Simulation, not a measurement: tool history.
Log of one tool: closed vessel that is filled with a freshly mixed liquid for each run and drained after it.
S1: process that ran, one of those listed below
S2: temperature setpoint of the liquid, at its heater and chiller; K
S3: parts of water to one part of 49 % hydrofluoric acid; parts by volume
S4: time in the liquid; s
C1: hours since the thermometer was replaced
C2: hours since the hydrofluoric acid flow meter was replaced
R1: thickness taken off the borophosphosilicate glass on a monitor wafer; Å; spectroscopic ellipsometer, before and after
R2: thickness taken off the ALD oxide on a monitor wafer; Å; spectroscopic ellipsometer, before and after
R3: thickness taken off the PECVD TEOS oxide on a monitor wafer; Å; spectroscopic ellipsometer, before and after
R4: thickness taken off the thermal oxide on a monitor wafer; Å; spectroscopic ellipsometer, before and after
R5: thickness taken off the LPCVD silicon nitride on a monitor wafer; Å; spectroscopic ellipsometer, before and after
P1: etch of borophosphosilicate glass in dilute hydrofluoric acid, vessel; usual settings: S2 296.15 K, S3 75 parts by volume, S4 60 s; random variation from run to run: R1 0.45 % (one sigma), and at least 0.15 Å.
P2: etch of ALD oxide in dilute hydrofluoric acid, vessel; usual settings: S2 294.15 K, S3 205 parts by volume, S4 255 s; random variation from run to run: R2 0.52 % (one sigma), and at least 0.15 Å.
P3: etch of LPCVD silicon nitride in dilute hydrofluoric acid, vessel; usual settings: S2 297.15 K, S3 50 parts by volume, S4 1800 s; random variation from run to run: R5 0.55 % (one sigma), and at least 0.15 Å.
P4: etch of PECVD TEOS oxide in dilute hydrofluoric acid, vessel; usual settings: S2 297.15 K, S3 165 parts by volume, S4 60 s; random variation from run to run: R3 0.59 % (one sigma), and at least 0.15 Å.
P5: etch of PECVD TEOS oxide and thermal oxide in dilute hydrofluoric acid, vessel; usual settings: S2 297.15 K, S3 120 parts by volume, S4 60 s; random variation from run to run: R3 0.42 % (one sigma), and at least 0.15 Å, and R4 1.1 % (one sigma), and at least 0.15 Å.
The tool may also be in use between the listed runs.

{"run": 1, "hour": 12.9, "S1": "P1", "S2": 296.15, "S3": 75, "S4": 60, "C1": 870.7, "C2": 907.7, "R1": 307.6}
{"run": 2, "hour": 25.7, "S1": "P1", "S2": 296.15, "S3": 75, "S4": 30, "C1": 883.5, "C2": 920.5, "R1": 153.29}
{"run": 3, "hour": 35.5, "S1": "P2", "S2": 294.15, "S3": 205, "S4": 65, "C1": 893.3, "C2": 930.3, "R2": 83.515}
{"run": 4, "hour": 48.9, "S1": "P1", "S2": 290.15, "S3": 75, "S4": 90, "C1": 906.7, "C2": 943.7, "R1": 357.98}
{"run": 5, "hour": 68.4, "S1": "P5", "S2": 303.65, "S3": 120, "S4": 60, "C1": 926.2, "C2": 963.2, "R3": 113.95, "R4": 29.575}
{"run": 6, "hour": 84.7, "S1": "P5", "S2": 297.15, "S3": 120, "S4": 60, "C1": 942.5, "C2": 979.5, "R3": 88.699, "R4": 22.8}
{"run": 7, "hour": 103.1, "S1": "P2", "S2": 294.15, "S3": 205, "S4": 255, "C1": 960.9, "C2": 997.9, "R2": 324.74}
{"run": 8, "hour": 122.6, "S1": "P1", "S2": 296.15, "S3": 75, "S4": 60, "C1": 980.4, "C2": 1017.4, "R1": 306.15}
{"run": 9, "hour": 136.6, "S1": "P2", "S2": 294.15, "S3": 205, "S4": 255, "C1": 994.4, "C2": 1031.4, "R2": 330.33}
{"run": 10, "hour": 149.3, "S1": "P5", "S2": 297.15, "S3": 35, "S4": 60, "C1": 1007.1, "C2": 1044.1, "R3": 338.86, "R4": 88.016}
{"hour": 153.9, "done": "hydrofluoric acid flow meter replaced"}
{"run": 11, "hour": 158.2, "S1": "P2", "S2": 290.15, "S3": 205, "S4": 255, "C1": 1016, "C2": 4.3, "R2": 280.69}
{"run": 12, "hour": 172.8, "S1": "P1", "S2": 296.15, "S3": 75, "S4": 60, "C1": 1030.6, "C2": 18.9, "R1": 307.64}
{"run": 13, "hour": 182.2, "S1": "P3", "S2": 297.15, "S3": 50, "S4": 1800, "C1": 1040, "C2": 28.3, "R5": 171.54}
{"run": 14, "hour": 199.1, "S1": "P4", "S2": 297.15, "S3": 30, "S4": 60, "C1": 1056.9, "C2": 45.2, "R3": 379.63}
{"run": 15, "hour": 211.8, "S1": "P1", "S2": 296.15, "S3": 75, "S4": 60, "C1": 1069.6, "C2": 57.9, "R1": 306.99}
{"run": 16, "hour": 230.9, "S1": "P3", "S2": 297.15, "S3": 85, "S4": 1800, "C1": 1088.7, "C2": 77, "R5": 102.84}
{"run": 17, "hour": 249.4, "S1": "P1", "S2": 301.65, "S3": 75, "S4": 60, "C1": 1107.2, "C2": 95.5, "R1": 384.39}
{"run": 18, "hour": 261.2, "S1": "P1", "S2": 296.15, "S3": 120, "S4": 60, "C1": 1119, "C2": 107.3, "R1": 183.21}
{"run": 19, "hour": 276.1, "S1": "P4", "S2": 304.15, "S3": 165, "S4": 60, "C1": 1133.9, "C2": 122.2, "R3": 75.737}
{"run": 20, "hour": 289.5, "S1": "P1", "S2": 296.15, "S3": 20, "S4": 60, "C1": 1147.3, "C2": 135.6, "R1": 1242.7}
{"run": 21, "hour": 305.4, "S1": "P4", "S2": 297.15, "S3": 165, "S4": 30, "C1": 1163.2, "C2": 151.5, "R3": 29.439}
{"run": 22, "hour": 317.2, "S1": "P1", "S2": 296.15, "S3": 75, "S4": 60, "C1": 1175, "C2": 163.3, "R1": 307.51}
{"run": 23, "hour": 331.6, "S1": "P4", "S2": 297.15, "S3": 165, "S4": 60, "C1": 1189.4, "C2": 177.7, "R3": 59.644}
{"run": 24, "hour": 345.4, "S1": "P3", "S2": 297.15, "S3": 50, "S4": 585, "C1": 1203.2, "C2": 191.5, "R5": 56.067}
{"run": 25, "hour": 363.1, "S1": "P2", "S2": 294.15, "S3": 285, "S4": 255, "C1": 1220.9, "C2": 209.2, "R2": 218.76}
{"run": 26, "hour": 380.9, "S1": "P1", "S2": 296.15, "S3": 75, "S4": 115, "C1": 1238.7, "C2": 227, "R1": 589.96}
{"run": 27, "hour": 395.8, "S1": "P3", "S2": 302.65, "S3": 50, "S4": 1800, "C1": 1253.6, "C2": 241.9, "R5": 248.99}
{"run": 28, "hour": 405.0, "S1": "P1", "S2": 296.15, "S3": 75, "S4": 60, "C1": 1262.8, "C2": 251.1, "R1": 307.2}
{"run": 29, "hour": 416.4, "S1": "P5", "S2": 297.15, "S3": 120, "S4": 30, "C1": 1274.2, "C2": 262.5, "R3": 44.315, "R4": 11.386}
{"run": 30, "hour": 435.6, "S1": "P1", "S2": 292.15, "S3": 75, "S4": 60, "C1": 1293.4, "C2": 281.7, "R1": 260.36}
{"run": 31, "hour": 444.7, "S1": "P1", "S2": 296.15, "S3": 75, "S4": 60, "C1": 1302.5, "C2": 290.8, "R1": 307.38}
{"run": 32, "hour": 461.4, "S1": "P1", "S2": 296.15, "S3": 75, "S4": 60, "C1": 1319.2, "C2": 307.5, "R1": 323.1}
{"run": 33, "hour": 473.2, "S1": "P1", "S2": 296.15, "S3": 75, "S4": 60, "C1": 1331, "C2": 319.3, "R1": 330.41}
{"run": 34, "hour": 490.1, "S1": "P1", "S2": 296.15, "S3": 75, "S4": 60, "C1": 1347.9, "C2": 336.2, "R1": 335.57}
{"run": 35, "hour": 500.2, "S1": "P1", "S2": 296.15, "S3": 75, "S4": 60, "C1": 1358, "C2": 346.3, "R1": 336.08}
{"run": 36, "hour": 515.4, "S1": "P1", "S2": 296.15, "S3": 75, "S4": 60, "C1": 1373.2, "C2": 361.5, "R1": 337.86}
{"run": 37, "hour": 524.8, "S1": "P1", "S2": 296.15, "S3": 75, "S4": 60, "C1": 1382.6, "C2": 370.9, "R1": 337.65}
{"run": 38, "hour": 540.1, "S1": "P1", "S2": 296.15, "S3": 75, "S4": 60, "C1": 1397.9, "C2": 386.2, "R1": 338.07}

What P1 gives has crept away from where it was. These 2 causes fit the log equally well, each at the size given:
A: liquid hotter than its thermometer reads (K) = 2.41
B: hydrofluoric acid flow above the setpoint (%) = 9.29
The creep began at about hour 444.7.

4 check runs are offered, one wafer each, their results left as question marks. Which one tells the causes apart?
{"run": "check 1", "hour": 555.4, "S1": "P4", "S2": 297.15, "S3": 40, "S4": 30, "R3": "?"}
{"run": "check 2", "hour": 555.4, "S1": "P3", "S2": 302.15, "S3": 80, "S4": 1800, "R5": "?"}
{"run": "check 3", "hour": 555.4, "S1": "P2", "S2": 290.15, "S3": 205, "S4": 95, "R2": "?"}
{"run": "check 4", "hour": 555.4, "S1": "P5", "S2": 297.15, "S3": 40, "S4": 35, "R3": "?", "R4": "?"}

What each check would give under each cause:
check=check_1 result=R3 if_A=155.7 if_B=154.82
check=check_2 result=R5 if_A=175.94 if_B=165.03
check=check_3 result=R2 if_A=114.78 if_B=115.97
check=check_4 result=R3 if_A=189.51 if_B=188.44
check=check_4 result=R4 if_A=49.309 if_B=49.03
How far apart the two closest causes lie, in the result that separates them most: check 1 0.57 %; check 2 6.4 %; check 3 1.03 %; check 4 0.57 %
Only check 2 tells the causes apart: in the others they would give nearly the same result.

Then check 2 was run and gave: R5 165.89 Å. Which cause is it?

It is B: hydrofluoric acid flow above the setpoint (%).
